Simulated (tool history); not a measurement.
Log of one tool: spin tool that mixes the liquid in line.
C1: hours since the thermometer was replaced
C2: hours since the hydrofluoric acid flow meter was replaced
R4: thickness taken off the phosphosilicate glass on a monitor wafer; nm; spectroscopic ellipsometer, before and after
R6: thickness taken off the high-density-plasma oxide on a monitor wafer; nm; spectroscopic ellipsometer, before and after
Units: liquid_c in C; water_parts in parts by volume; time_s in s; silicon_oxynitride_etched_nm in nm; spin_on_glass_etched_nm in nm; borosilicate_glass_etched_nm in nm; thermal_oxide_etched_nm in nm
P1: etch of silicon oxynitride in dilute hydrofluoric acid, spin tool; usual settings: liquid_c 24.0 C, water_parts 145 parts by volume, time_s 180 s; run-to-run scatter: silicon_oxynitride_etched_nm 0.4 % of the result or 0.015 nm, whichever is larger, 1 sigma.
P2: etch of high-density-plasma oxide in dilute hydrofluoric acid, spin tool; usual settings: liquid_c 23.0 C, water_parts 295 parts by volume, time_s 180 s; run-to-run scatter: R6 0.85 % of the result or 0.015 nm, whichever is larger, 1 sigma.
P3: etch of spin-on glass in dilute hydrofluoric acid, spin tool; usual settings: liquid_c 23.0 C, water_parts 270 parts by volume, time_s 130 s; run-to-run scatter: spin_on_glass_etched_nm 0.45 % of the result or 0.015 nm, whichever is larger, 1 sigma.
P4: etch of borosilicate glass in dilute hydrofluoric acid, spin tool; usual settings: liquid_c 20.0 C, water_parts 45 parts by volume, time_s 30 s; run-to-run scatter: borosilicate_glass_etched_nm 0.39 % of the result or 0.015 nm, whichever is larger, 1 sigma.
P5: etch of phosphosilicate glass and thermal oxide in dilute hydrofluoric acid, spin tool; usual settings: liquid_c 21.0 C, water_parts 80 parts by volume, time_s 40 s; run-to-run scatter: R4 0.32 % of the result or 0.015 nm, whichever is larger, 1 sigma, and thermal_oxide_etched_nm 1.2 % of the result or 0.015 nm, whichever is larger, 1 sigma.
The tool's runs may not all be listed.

Run 1, hour 9.7: process P1, liquid_c 24.0 C, water_parts 145 parts by volume, time_s 180 s; C1 137.7; C2 168.0. Result: silicon_oxynitride_etched_nm 5.69370 nm.
Run 2, hour 20.5: process P3, liquid_c 23.0 C, water_parts 270 parts by volume, time_s 130 s; C1 148.5; C2 178.8. Result: spin_on_glass_etched_nm 13.089 nm.
Run 3, hour 30.9: process P4, liquid_c 20.0 C, water_parts 45 parts by volume, time_s 45 s; C1 158.9; C2 189.2. Result: borosilicate_glass_etched_nm 23.856 nm.
Run 4, hour 43.2: process P1, liquid_c 31.5 C, water_parts 145 parts by volume, time_s 15 s; C1 171.2; C2 201.5. Result: silicon_oxynitride_etched_nm 0.65375 nm.
Run 5, hour 48.8: process P3, liquid_c 30.5 C, water_parts 270 parts by volume, time_s 130 s; C1 176.8; C2 207.1. Result: spin_on_glass_etched_nm 16.809 nm.
Run 6, hour 56.7: process P5, liquid_c 21.0 C, water_parts 80 parts by volume, time_s 65 s; C1 184.7; C2 215.0. Result: R4 57.036 nm, thermal_oxide_etched_nm 3.1980 nm.
Run 7, hour 68.0: process P5, liquid_c 21.0 C, water_parts 80 parts by volume, time_s 40 s; C1 196.0; C2 226.3. Result: R4 35.155 nm, thermal_oxide_etched_nm 1.9832 nm.
Run 8, hour 78.1: process P5, liquid_c 21.0 C, water_parts 80 parts by volume, time_s 40 s; C1 206.1; C2 236.4. Result: R4 35.191 nm, thermal_oxide_etched_nm 2.0118 nm.
Run 9, hour 87.0: process P1, liquid_c 24.0 C, water_parts 145 parts by volume, time_s 180 s; C1 215.0; C2 245.3. Result: silicon_oxynitride_etched_nm 5.65560 nm.
Run 10, hour 98.7: process P1, liquid_c 24.0 C, water_parts 145 parts by volume, time_s 180 s; C1 226.7; C2 257.0. Result: silicon_oxynitride_etched_nm 5.67830 nm.
Run 11, hour 109.2: process P1, liquid_c 17.0 C, water_parts 145 parts by volume, time_s 180 s; C1 237.2; C2 267.5. Result: silicon_oxynitride_etched_nm 4.08400 nm.
Run 12, hour 120.4: process P1, liquid_c 24.0 C, water_parts 70 parts by volume, time_s 285 s; C1 248.4; C2 278.7. Result: silicon_oxynitride_etched_nm 19.85200 nm.
Run 13, hour 130.1: process P1, liquid_c 24.0 C, water_parts 145 parts by volume, time_s 305 s; C1 258.1; C2 288.4. Result: silicon_oxynitride_etched_nm 9.61640 nm.
Run 14, hour 140.3: process P1, liquid_c 24.0 C, water_parts 235 parts by volume, time_s 180 s; C1 268.3; C2 298.6. Result: silicon_oxynitride_etched_nm 3.28720 nm.
Run 15, hour 152.9: process P4, liquid_c 17.0 C, water_parts 45 parts by volume, time_s 30 s; C1 280.9; C2 311.2. Result: borosilicate_glass_etched_nm 13.945 nm.
Run 16, hour 161.0: process P1, liquid_c 24.0 C, water_parts 145 parts by volume, time_s 180 s; C1 289.0; C2 319.3. Result: silicon_oxynitride_etched_nm 5.70470 nm.
Run 17, hour 171.2: process P3, liquid_c 23.0 C, water_parts 490 parts by volume, time_s 130 s; C1 299.2; C2 329.5. Result: spin_on_glass_etched_nm 5.905 nm.
Run 18, hour 178.1: process P3, liquid_c 23.0 C, water_parts 270 parts by volume, time_s 15 s; C1 306.1; C2 336.4. Result: spin_on_glass_etched_nm 1.491 nm.
Run 19, hour 187.9: process P1, liquid_c 30.0 C, water_parts 145 parts by volume, time_s 180 s; C1 315.9; C2 346.2. Result: silicon_oxynitride_etched_nm 7.39930 nm.
Run 20, hour 200.2: process P4, liquid_c 20.0 C, water_parts 45 parts by volume, time_s 30 s; C1 328.2; C2 358.5. Result: borosilicate_glass_etched_nm 15.928 nm.
Run 21, hour 210.6: process P4, liquid_c 20.0 C, water_parts 25 parts by volume, time_s 30 s; C1 338.6; C2 368.9. Result: borosilicate_glass_etched_nm 29.439 nm.
Run 22, hour 221.5: process P3, liquid_c 23.0 C, water_parts 270 parts by volume, time_s 130 s; C1 349.5; C2 379.8. Result: spin_on_glass_etched_nm 12.975 nm.
Run 23, hour 231.2: process P1, liquid_c 24.0 C, water_parts 145 parts by volume, time_s 180 s; C1 359.2; C2 389.5. Result: silicon_oxynitride_etched_nm 5.68990 nm.
Run 24, hour 238.1: process P2, liquid_c 28.0 C, water_parts 295 parts by volume, time_s 180 s; C1 366.1; C2 396.4. Result: R6 3.0095 nm.
Run 25, hour 244.0: process P1, liquid_c 24.0 C, water_parts 70 parts by volume, time_s 180 s; C1 372.0; C2 402.3. Result: silicon_oxynitride_etched_nm 12.61600 nm.
Run 26, hour 255.6: process P2, liquid_c 23.0 C, water_parts 295 parts by volume, time_s 180 s; C1 383.6; C2 413.9. Result: R6 2.5748 nm.
Run 27, hour 264.0: process P2, liquid_c 23.0 C, water_parts 295 parts by volume, time_s 355 s; C1 392.0; C2 422.3. Result: R6 5.0048 nm.
Run 28, hour 272.0: process P1, liquid_c 24.0 C, water_parts 145 parts by volume, time_s 45 s; C1 400.0; C2 430.3. Result: silicon_oxynitride_etched_nm 1.41380 nm.
Run 29, hour 283.3: process P4, liquid_c 20.0 C, water_parts 45 parts by volume, time_s 30 s; C1 411.3; C2 441.6. Result: borosilicate_glass_etched_nm 15.939 nm.
Run 30, hour 293.8: process P2, liquid_c 23.0 C, water_parts 55 parts by volume, time_s 180 s; C1 421.8; C2 452.1. Result: R6 17.7170 nm.
Run 31, hour 303.3: process P1, liquid_c 24.0 C, water_parts 145 parts by volume, time_s 180 s; C1 431.3; C2 461.6. Result: silicon_oxynitride_etched_nm 5.63680 nm.
Run 32, hour 314.3: process P5, liquid_c 21.0 C, water_parts 50 parts by volume, time_s 40 s; C1 442.3; C2 472.6. Result: R4 58.461 nm, thermal_oxide_etched_nm 3.3678 nm.
Run 33, hour 323.6: process P2, liquid_c 23.0 C, water_parts 295 parts by volume, time_s 180 s; C1 451.6; C2 481.9. Result: R6 2.5236 nm.
Run 34, hour 334.1: process P5, liquid_c 17.0 C, water_parts 80 parts by volume, time_s 40 s; C1 462.1; C2 492.4. Result: R4 29.657 nm, thermal_oxide_etched_nm 1.6880 nm.
Run 35, hour 342.5: process P1, liquid_c 24.0 C, water_parts 145 parts by volume, time_s 180 s; C1 470.5; C2 500.8. Result: silicon_oxynitride_etched_nm 5.66790 nm.
Run 36, hour 351.6: process P1, liquid_c 24.0 C, water_parts 145 parts by volume, time_s 180 s; C1 479.6; C2 509.9. Result: silicon_oxynitride_etched_nm 5.56730 nm.
Run 37, hour 358.4: process P1, liquid_c 24.0 C, water_parts 145 parts by volume, time_s 180 s; C1 486.4; C2 516.7. Result: silicon_oxynitride_etched_nm 5.49530 nm.
Run 38, hour 367.2: process P1, liquid_c 24.0 C, water_parts 145 parts by volume, time_s 180 s; C1 495.2; C2 525.5. Result: silicon_oxynitride_etched_nm 5.38480 nm.
Run 39, hour 379.1: process P1, liquid_c 24.0 C, water_parts 145 parts by volume, time_s 180 s; C1 507.1; C2 537.4. Result: silicon_oxynitride_etched_nm 5.32640 nm.
Run 40, hour 388.7: process P1, liquid_c 24.0 C, water_parts 145 parts by volume, time_s 180 s; C1 516.7; C2 547.0. Result: silicon_oxynitride_etched_nm 5.29790 nm.
Run 41, hour 401.4: process P1, liquid_c 24.0 C, water_parts 145 parts by volume, time_s 180 s; C1 529.4; C2 559.7. Result: silicon_oxynitride_etched_nm 5.30200 nm.
Run 42, hour 410.1: process P1, liquid_c 24.0 C, water_parts 145 parts by volume, time_s 180 s; C1 538.1; C2 568.4. Result: silicon_oxynitride_etched_nm 5.22820 nm.
Run 43, hour 419.5: process P1, liquid_c 24.0 C, water_parts 145 parts by volume, time_s 180 s; C1 547.5; C2 577.8. Result: silicon_oxynitride_etched_nm 5.26270 nm.
Run 44, hour 428.4: process P1, liquid_c 24.0 C, water_parts 145 parts by volume, time_s 180 s; C1 556.4; C2 586.7. Result: silicon_oxynitride_etched_nm 5.23490 nm.

What P1 gives has crept away from where it was. These 2 causes fit the log equally well, each at the size given:
A: liquid colder than its thermometer reads (K) = 1.63
B: hydrofluoric acid flow below the setpoint (%) = 6.53
The creep began at about hour 342.5.

4 check runs are offered, one wafer each, their results left as question marks. Which one tells the causes apart?
Run check 1, hour 437.3: process P2, liquid_c 23.0 C, water_parts 80 parts by volume, time_s 340 s. Result: R6 ?.
Run check 2, hour 437.3: process P5, liquid_c 17.0 C, water_parts 55 parts by volume, time_s 40 s. Result: R4 ?, thermal_oxide_etched_nm ?.
Run check 3, hour 437.3: process P4, liquid_c 20.0 C, water_parts 45 parts by volume, time_s 45 s. Result: borosilicate_glass_etched_nm ?.
Run check 4, hour 437.3: process P3, liquid_c 23.0 C, water_parts 410 parts by volume, time_s 130 s. Result: spin_on_glass_etched_nm ?.

What each check would give under each cause:
  check                        result     if A     if B
check 1                            R6  20.8230  20.6600
check 2                            R4   41.443   41.418
check 2       thermal_oxide_etched_nm   2.3639   2.3625
check 3  borosilicate_glass_etched_nm   22.243   22.214
check 4       spin_on_glass_etched_nm   7.1444   6.8808
How far apart the two closest causes lie, in the result that separates them most: check 1 0.79 %; check 2 0.06 %; check 3 0.13 %; check 4 3.76 %
Check 4 tells the causes apart: in the others they would give nearly the same result.

Then check 4 was run and gave: spin_on_glass_etched_nm 6.9308 nm. Which cause is it?

It is B: hydrofluoric acid flow below the setpoint (%).
